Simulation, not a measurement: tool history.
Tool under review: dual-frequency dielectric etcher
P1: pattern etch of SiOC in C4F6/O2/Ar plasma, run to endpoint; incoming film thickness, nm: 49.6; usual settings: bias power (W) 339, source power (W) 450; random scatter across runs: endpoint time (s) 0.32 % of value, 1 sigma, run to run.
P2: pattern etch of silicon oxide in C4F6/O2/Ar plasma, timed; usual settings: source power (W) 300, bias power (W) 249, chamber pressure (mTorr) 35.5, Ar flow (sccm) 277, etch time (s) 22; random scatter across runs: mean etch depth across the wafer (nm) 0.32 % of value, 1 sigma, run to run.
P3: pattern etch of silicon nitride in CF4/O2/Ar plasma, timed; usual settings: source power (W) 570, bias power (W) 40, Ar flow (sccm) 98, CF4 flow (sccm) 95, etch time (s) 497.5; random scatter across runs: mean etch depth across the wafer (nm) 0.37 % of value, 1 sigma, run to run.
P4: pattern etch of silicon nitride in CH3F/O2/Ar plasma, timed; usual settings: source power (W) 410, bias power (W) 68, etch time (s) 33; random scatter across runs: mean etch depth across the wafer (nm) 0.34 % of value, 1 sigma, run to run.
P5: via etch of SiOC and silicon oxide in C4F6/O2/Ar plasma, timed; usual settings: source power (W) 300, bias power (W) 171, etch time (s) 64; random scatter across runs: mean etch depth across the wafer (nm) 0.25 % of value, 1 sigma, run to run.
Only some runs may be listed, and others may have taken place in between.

run   hour  process that ran  bias power (W)  source power (W)  chamber pressure (mTorr)  Ar flow (sccm)  etch time (s)  CF4 flow (sccm)  hours since the last wet clean  hours since the last bias power generator calibration  hours since the last source power generator calibration  endpoint time (s)  mean etch depth across the wafer (nm)
  1    9.6                P1             339               450                                                                                                     312.9                                                  313.3                                                      539             18.505
  2     23                P1             339               450                                                                                                     326.3                                                  326.7                                                    552.4             18.524
  3   33.9                P2             249               300                      35.5             277             22                                            337.2                                                  337.6                                                    563.3                                                    69.046
  4     41                P1             472               450                                                                                                     344.3                                                  344.7                                                    570.4              16.42
  5   51.1                P2             249               300                      45.5             277             22                                            354.4                                                  354.8                                                    580.5                                                     67.04
  6   63.4                P1             339               330                                                                                                     366.7                                                  367.1                                                    592.8             20.741
  7   69.6                P3              40               730                                        98          497.5               95                           372.9                                                  373.3                                                      599                                                    1225.8
  8   76.8                P2             249               200                      35.5             277             22                                            380.1                                                  380.5                                                    606.2                                                    59.034
  9     89                P5             171               300                                                       42                                            392.3                                                  392.7                                                    618.4                                                    41.747
 10  100.3                P5             171               300                                                       64                                            403.6                                                    404                                                    629.7                                                    63.726
 11  112.9                P2             249               300                      35.5             277           29.5                                            416.2                                                  416.6                                                    642.3                                                    92.902
 12  121.9                P1             339               450                                                                                                     425.2                                                  425.6                                                    651.3             18.502
 13  129.5                P5             171               300                                                       64                                            432.8                                                  433.2                                                    658.9                                                    63.393
 14  136.7                P4              68               410                                                       33                                              440                                                  440.4                                                    666.1                                                    23.475
 15  143.6                P5             205               300                                                       64                                            446.9                                                  447.3                                                      673                                                    67.453
 16    153                P3              40               570                                        98          637.5               95                           456.3                                                  456.7                                                    682.4                                                    1266.5
 17  165.9                P2             304               300                      35.5             277             22                                            469.2                                                  469.6                                                    695.3                                                     73.66
 18  178.7                P4              68               410                                                       23                                              482                                                  482.4                                                    708.1                                                    16.328
 19  184.6                P2             249               300                      35.5             277             22                                            487.9                                                  488.3                                                      714                                                    68.695
 20  195.8                P1             339               550                                                                                                     499.1                                                  499.5                                                    725.2             17.194
 21  204.9                P2             249               300                      35.5             380             22                                            508.2                                                  508.6                                                    734.3                                                    66.529
 22  215.2                P4              68               520                                                       33                                            518.5                                                  518.9                                                    744.6                                                    25.572
 23  222.6                P1             339               450                                                                                                     525.9                                                  526.3                                                      752             18.488
 24    230                P1             271               540                                                                                                     533.3                                                  533.7                                                    759.4             18.646
 25  243.4                P3              40               570                                        98          497.5               70                           546.7                                                  547.1                                                    772.8                                                     942.2
 26  256.5                P3              26               570                                        98          497.5               95                           559.8                                                  560.2                                                    785.9                                                    855.59
 27  266.1                P1             339               450                                                                                                     569.4                                                  569.8                                                    795.5             18.501
 28  274.7                P1             272               550                                                                                                       578                                                  578.4                                                    804.1             18.415
 29  286.7                P1             264               450                                                                                                       590                                                  590.4                                                    816.1             20.125
 30  298.6                P3              40               570                                        78          497.5               95                           601.9                                                  602.3                                                      828                                                    1017.9
 31  307.1                P4              53               410                                                       33                                            610.4                                                  610.8                                                    836.5                                                    21.646
 32    314                P3              40               570                                        98          497.5               95                           617.3                                                  617.7                                                    843.4                                                    983.31
 33  322.8                P5             171               410                                                       64                                            626.1                                                  626.5                                                    852.2                                                    71.553
 34  332.2                P4              68               410                                                       33                                            635.5                                                  635.9                                                    861.6                                                    23.627

Run 35, settings as shown, results not yet in. Your forecast:
 35  339.8                P1             339               450                                                                                                     643.1                                                  643.5                                                    869.2                  ?

Run 35 came out at endpoint time (s) 18.535.
